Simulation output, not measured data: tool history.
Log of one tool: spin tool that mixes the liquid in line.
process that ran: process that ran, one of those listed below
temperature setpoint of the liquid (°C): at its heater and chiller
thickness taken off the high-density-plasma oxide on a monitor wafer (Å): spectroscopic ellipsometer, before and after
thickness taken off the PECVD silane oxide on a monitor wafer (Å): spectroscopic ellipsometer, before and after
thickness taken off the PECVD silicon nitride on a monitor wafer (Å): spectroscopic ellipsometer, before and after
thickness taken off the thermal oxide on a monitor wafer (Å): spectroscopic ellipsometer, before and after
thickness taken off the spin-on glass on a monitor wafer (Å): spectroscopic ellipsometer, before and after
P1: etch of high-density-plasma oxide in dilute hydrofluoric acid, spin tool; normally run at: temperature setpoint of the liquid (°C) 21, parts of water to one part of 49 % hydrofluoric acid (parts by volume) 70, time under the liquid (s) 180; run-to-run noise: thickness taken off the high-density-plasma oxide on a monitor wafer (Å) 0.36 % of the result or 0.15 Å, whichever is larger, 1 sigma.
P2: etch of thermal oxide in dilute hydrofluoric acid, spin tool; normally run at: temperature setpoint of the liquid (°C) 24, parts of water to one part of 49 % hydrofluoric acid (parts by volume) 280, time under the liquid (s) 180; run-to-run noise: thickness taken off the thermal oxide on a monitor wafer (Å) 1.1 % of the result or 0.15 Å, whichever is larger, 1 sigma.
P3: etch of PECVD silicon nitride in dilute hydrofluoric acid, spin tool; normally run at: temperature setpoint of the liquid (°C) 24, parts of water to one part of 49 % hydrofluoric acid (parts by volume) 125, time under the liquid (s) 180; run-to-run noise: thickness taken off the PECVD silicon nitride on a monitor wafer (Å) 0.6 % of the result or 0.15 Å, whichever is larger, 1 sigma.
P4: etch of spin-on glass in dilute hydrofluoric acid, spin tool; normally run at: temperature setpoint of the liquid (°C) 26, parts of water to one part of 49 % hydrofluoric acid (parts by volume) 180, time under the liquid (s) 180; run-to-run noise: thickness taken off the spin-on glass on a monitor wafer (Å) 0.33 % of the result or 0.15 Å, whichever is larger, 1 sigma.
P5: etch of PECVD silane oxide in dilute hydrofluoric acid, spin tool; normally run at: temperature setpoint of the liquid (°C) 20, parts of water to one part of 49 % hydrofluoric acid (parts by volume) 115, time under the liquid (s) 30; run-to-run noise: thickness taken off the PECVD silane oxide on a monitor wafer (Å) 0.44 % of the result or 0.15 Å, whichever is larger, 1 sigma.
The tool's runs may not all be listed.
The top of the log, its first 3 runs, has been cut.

run	hour	process that ran	temperature setpoint of the liquid (°C)	parts of water to one part of 49 % hydrofluoric acid (parts by volume)	time under the liquid (s)	hours since the thermometer was replaced	hours since the hydrofluoric acid flow meter was replaced	thickness taken off the high-density-plasma oxide on a monitor wafer (Å)	thickness taken off the PECVD silane oxide on a monitor wafer (Å)	thickness taken off the PECVD silicon nitride on a monitor wafer (Å)	thickness taken off the thermal oxide on a monitor wafer (Å)	thickness taken off the spin-on glass on a monitor wafer (Å)
4	62.1	P5	20	115	50	2066.6	504.1		160.23			
5	75.6	P5	20	65	30	2080.1	517.6		179.5			
6	84.8	P1	21	70	180	2089.3	526.8	140.89				
7	96.2	P3	24	125	335	2100.7	538.2			103.72		
8	114.1	P2	24	280	180	2118.6	556.1				24.956	
9	124	P5	20	115	30	2128.5	566		95.831			
10	140.3	P2	24	95	180	2144.8	582.3				91.07	
11	157.3	P4	26	95	180	2161.8	599.3					808.46
12	165.9	P5	17	115	30	2170.4	607.9		85.141			
13	180.8	P1	17	70	180	2185.3	622.8	118.79				
14	195.8	P3	24	125	180	2200.3	637.8			55.778		
15	208.5	P1	25.5	70	180	2213	650.5	169.17				
16	220.7	P2	30.5	280	180	2225.2	662.7				31.086	
17	238.4	P2	24	280	25	2242.9	680.4				3.5461	
18	246.2	P1	21	100	180	2250.7	688.2	95.484				
19	255.9	P1	21	70	90	2260.4	697.9	71.037				
20	266	P1	26	70	55	2270.5	708	52.79				
21	280.8	P3	24	125	180	2285.3	722.8			55.35		
22	291.7	P4	26	180	180	2296.2	733.7					388.54

Run 23 is up next; what results do you expect?
23	305.4	P1	21	20	180	2309.9	747.4	?				

{"run 23": {"thickness taken off the high-density-plasma oxide on a monitor wafer (Å)": 523.88}}
